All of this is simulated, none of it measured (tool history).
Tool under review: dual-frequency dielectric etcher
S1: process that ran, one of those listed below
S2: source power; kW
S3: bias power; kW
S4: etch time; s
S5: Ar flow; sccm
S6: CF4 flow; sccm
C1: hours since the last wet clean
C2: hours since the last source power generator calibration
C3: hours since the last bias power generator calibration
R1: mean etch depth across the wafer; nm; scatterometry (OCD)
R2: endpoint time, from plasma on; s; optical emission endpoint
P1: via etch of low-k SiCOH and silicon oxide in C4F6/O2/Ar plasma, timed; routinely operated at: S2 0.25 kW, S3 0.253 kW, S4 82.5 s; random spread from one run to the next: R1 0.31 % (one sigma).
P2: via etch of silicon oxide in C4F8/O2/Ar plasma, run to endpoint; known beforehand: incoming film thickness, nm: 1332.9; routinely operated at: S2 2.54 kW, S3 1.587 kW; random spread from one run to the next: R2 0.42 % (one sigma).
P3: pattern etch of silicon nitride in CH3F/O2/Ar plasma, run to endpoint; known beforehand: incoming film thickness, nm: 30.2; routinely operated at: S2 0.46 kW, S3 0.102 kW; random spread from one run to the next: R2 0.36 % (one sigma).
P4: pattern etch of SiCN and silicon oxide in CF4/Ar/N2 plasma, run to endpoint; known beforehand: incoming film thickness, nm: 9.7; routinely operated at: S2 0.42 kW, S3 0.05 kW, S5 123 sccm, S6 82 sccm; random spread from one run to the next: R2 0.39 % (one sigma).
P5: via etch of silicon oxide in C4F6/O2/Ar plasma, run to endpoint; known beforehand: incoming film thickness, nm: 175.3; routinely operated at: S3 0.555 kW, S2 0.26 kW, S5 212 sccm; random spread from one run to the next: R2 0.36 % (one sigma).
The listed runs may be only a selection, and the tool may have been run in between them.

Run 1, day 0.533: S1 P1, S2 0.25 kW, S3 0.253 kW, S4 82.5 s; C1 228.3; C2 539; C3 1571.6. Result: R1 217.97 nm.
Run 2, day 1.258: S1 P5, S2 0.36 kW, S3 0.555 kW, S5 212 sccm; C1 245.7; C2 556.4; C3 1589. Result: R2 36.836 s.
Run 3, day 1.867: S1 P5, S2 0.26 kW, S3 0.555 kW, S5 278 sccm; C1 260.3; C2 571; C3 1603.6. Result: R2 42.514 s.
Run 4, day 2.367: S1 P1, S2 0.25 kW, S3 0.18 kW, S4 47 s; C1 272.3; C2 583; C3 1615.6. Result: R1 110.17 nm.
Run 5, day 2.888: S1 P4, S2 0.42 kW, S3 0.066 kW, S5 123 sccm, S6 82 sccm; C1 284.8; C2 595.5; C3 1628.1. Result: R2 12.285 s.
Run 6, day 3.35: S1 P5, S2 0.26 kW, S3 0.555 kW, S5 212 sccm; C1 295.9; C2 606.6; C3 1639.2. Result: R2 41.56 s.
Run 7, day 3.783: S1 P3, S2 0.27 kW, S3 0.102 kW; C1 306.3; C2 617; C3 1649.6. Result: R2 45.874 s.
Run 8, day 4.233: S1 P4, S2 0.42 kW, S3 0.05 kW, S5 123 sccm, S6 53 sccm; C1 317.1; C2 627.8; C3 1660.4. Result: R2 14.566 s.
Run 9, day 4.725: S1 P1, S2 0.18 kW, S3 0.253 kW, S4 82.5 s; C1 328.9; C2 639.6; C3 1672.2. Result: R1 192.38 nm.
Run 10, day 5.279: S1 P5, S2 0.26 kW, S3 0.686 kW, S5 212 sccm; C1 342.2; C2 652.9; C3 1685.5. Result: R2 38.377 s.
Run 11, day 5.896: S1 P2, S2 2.54 kW, S3 1.587 kW; C1 357; C2 667.7; C3 1700.3. Result: R2 251.21 s.
Run 12, day 6.633: S1 P2, S2 2.54 kW, S3 1.587 kW; C1 374.7; C2 685.4; C3 1718. Result: R2 251.97 s.
Run 13, day 7.171: S1 P4, S2 0.42 kW, S3 0.05 kW, S5 150 sccm, S6 82 sccm; C1 387.6; C2 698.3; C3 1730.9. Result: R2 13.867 s.
Run 14, day 7.946: S1 P4, S2 0.27 kW, S3 0.05 kW, S5 123 sccm, S6 82 sccm; C1 406.2; C2 716.9; C3 1749.5. Result: R2 19.949 s.
Run 15, day 8.388: S1 P1, S2 0.25 kW, S3 0.326 kW, S4 82.5 s; C1 416.8; C2 727.5; C3 1760.1. Result: R1 238.23 nm.
Run 16, day 9.017: S1 P1, S2 0.25 kW, S3 0.253 kW, S4 104.5 s; C1 431.9; C2 742.6; C3 1775.2. Result: R1 275.86 nm.
Run 17, day 9.417: S1 P1, S2 0.25 kW, S3 0.253 kW, S4 82.5 s; C1 441.5; C2 752.2; C3 1784.8. Result: R1 217.95 nm.
Run 18, day 9.771: S1 P2, S2 1.5 kW, S3 1.587 kW; C1 450; C2 760.7; C3 1793.3. Result: R2 309.56 s.
Run 19, day 10.479: S1 P2, S2 2.54 kW, S3 2.119 kW; C1 467; C2 777.7; C3 1810.3. Result: R2 230.69 s.
Run 20, day 11.067: S1 P3, S2 0.46 kW, S3 0.102 kW; C1 481.1; C2 791.8; C3 1824.4. Result: R2 37.512 s.
Run 21, day 11.508: S1 P4, S2 0.42 kW, S3 0.05 kW, S5 123 sccm, S6 82 sccm; C1 491.7; C2 802.4; C3 1835. Result: R2 13.522 s.
Run 22, day 12.183: S1 P1, S2 0.31 kW, S3 0.253 kW, S4 82.5 s; C1 507.9; C2 818.6; C3 1851.2. Result: R1 236.31 nm.
Run 23, day 12.754: S1 P4, S2 0.42 kW, S3 0.05 kW, S5 123 sccm, S6 82 sccm; C1 521.6; C2 832.3; C3 1864.9. Result: R2 13.475 s.
Run 24, day 13.196: S1 P1, S2 0.25 kW, S3 0.253 kW, S4 58 s; C1 532.2; C2 842.9; C3 1875.5. Result: R1 152.9 nm.
Run 25, day 13.896: S1 P1, S2 0.25 kW, S3 0.253 kW, S4 82.5 s; C1 549; C2 859.7; C3 1892.3. Result: R1 217.5 nm.
Run 26, day 14.617: S1 P1, S2 0.19 kW, S3 0.253 kW, S4 100.5 s; C1 566.3; C2 877; C3 1909.6. Result: R1 238.88 nm.
Run 27, day 15.283: S1 P3, S2 0.46 kW, S3 0.077 kW; C1 582.3; C2 893; C3 1925.6. Result: R2 41.616 s.
Run 28, day 15.7: S1 P1, S2 0.17 kW, S3 0.317 kW, S4 82.5 s; C1 592.3; C2 903; C3 1935.6. Result: R1 204.15 nm.
Run 29, day 16.096: S1 P1, S2 0.25 kW, S3 0.157 kW, S4 82.5 s; C1 601.8; C2 912.5; C3 1945.1. Result: R1 185.74 nm.
Run 30, day 16.738: S1 P1, S2 0.25 kW, S3 0.253 kW, S4 82.5 s; C1 617.2; C2 927.9; C3 1960.5. Result: R1 218.55 nm.
Run 31, day 17.371: S1 P1, S2 0.25 kW, S3 0.253 kW, S4 82.5 s; C1 632.4; C2 943.1; C3 1975.7. Result: R1 217.82 nm.
Run 32, day 18.083: S1 P1, S2 0.25 kW, S3 0.253 kW, S4 82.5 s; C1 649.5; C2 960.2; C3 1992.8. Result: R1 217.85 nm.
Run 33, day 18.812: S1 P1, S2 0.25 kW, S3 0.253 kW, S4 82.5 s; C1 667; C2 977.7; C3 2010.3. Result: R1 216.47 nm.
Run 34, day 19.254: S1 P1, S2 0.25 kW, S3 0.253 kW, S4 82.5 s; C1 677.6; C2 988.3; C3 2020.9. Result: R1 215.3 nm.
Run 35, day 19.8: S1 P1, S2 0.25 kW, S3 0.253 kW, S4 82.5 s; C1 690.7; C2 1001.4; C3 2034. Result: R1 214.23 nm.
Run 36, day 20.312: S1 P1, S2 0.25 kW, S3 0.253 kW, S4 82.5 s; C1 703; C2 1013.7; C3 2046.3. Result: R1 214.9 nm.
At day 20.892: wet clean of the chamber.
Run 37, day 21.017: S1 P1, S2 0.25 kW, S3 0.253 kW, S4 82.5 s; C1 3; C2 1030.6; C3 2063.2. Result: R1 215.53 nm.
Run 38, day 21.779: S1 P1, S2 0.25 kW, S3 0.253 kW, S4 82.5 s; C1 21.3; C2 1048.9; C3 2081.5. Result: R1 214.78 nm.
Run 39, day 22.146: S1 P1, S2 0.25 kW, S3 0.253 kW, S4 82.5 s; C1 30.1; C2 1057.7; C3 2090.3. Result: R1 214.66 nm.
Run 40, day 22.746: S1 P1, S2 0.25 kW, S3 0.253 kW, S4 82.5 s; C1 44.5; C2 1072.1; C3 2104.7. Result: R1 214.33 nm.
Run 41, day 23.288: S1 P1, S2 0.25 kW, S3 0.253 kW, S4 82.5 s; C1 57.5; C2 1085.1; C3 2117.7. Result: R1 213.79 nm.

P1 no longer gives what it gave before; its output has crept away from where it was. The following 2 causes, each at its listed size, fit the log equally well:
A: bias power that arrives under what is set, % = 4.4
B: source power that arrives under what is set, % = 4.04
Creep in the process output first set in at about day 18.083.
Each remaining cause and why it is not a fit:
chamber walls in a state that lowers the etch rate, %: serviced at day 20.892, after the change had begun; the process did not return to its earlier output

You are offered 4 check runs, listed below with question marks in place of their results; each one averages 2 wafers. Which run separates the listed causes by giving clearly different results for each?
Run check 1, day 23.829: S1 P2, S2 2.54 kW, S3 1.587 kW. Result: R2 ?.
Run check 2, day 23.829: S1 P4, S2 0.42 kW, S3 0.05 kW, S5 123 sccm, S6 82 sccm. Result: R2 ?.
Run check 3, day 23.829: S1 P3, S2 0.46 kW, S3 0.102 kW. Result: R2 ?.
Run check 4, day 23.829: S1 P5, S2 0.26 kW, S3 0.555 kW, S5 212 sccm. Result: R2 ?.

How each check would come out, cause by cause:
  check  result    if A    if B
check 1      R2  253.23  254.47
check 2      R2  13.672  13.985
check 3      R2  38.183  38.145
check 4      R2  42.208   42.11
Gap, in per cent, between the two causes that each check separates least, read from the result that separates them most: check 1 0.49 %; check 2 2.27 %; check 3 0.1 %; check 4 0.23 %
Check 2 is the one run that separates the causes; every other check would come out nearly the same whichever cause is at work.

After running check 2, the following was obtained: R2 14.001 s. Which cause does this point to?

It was cause B: source power that arrives under what is set, %.
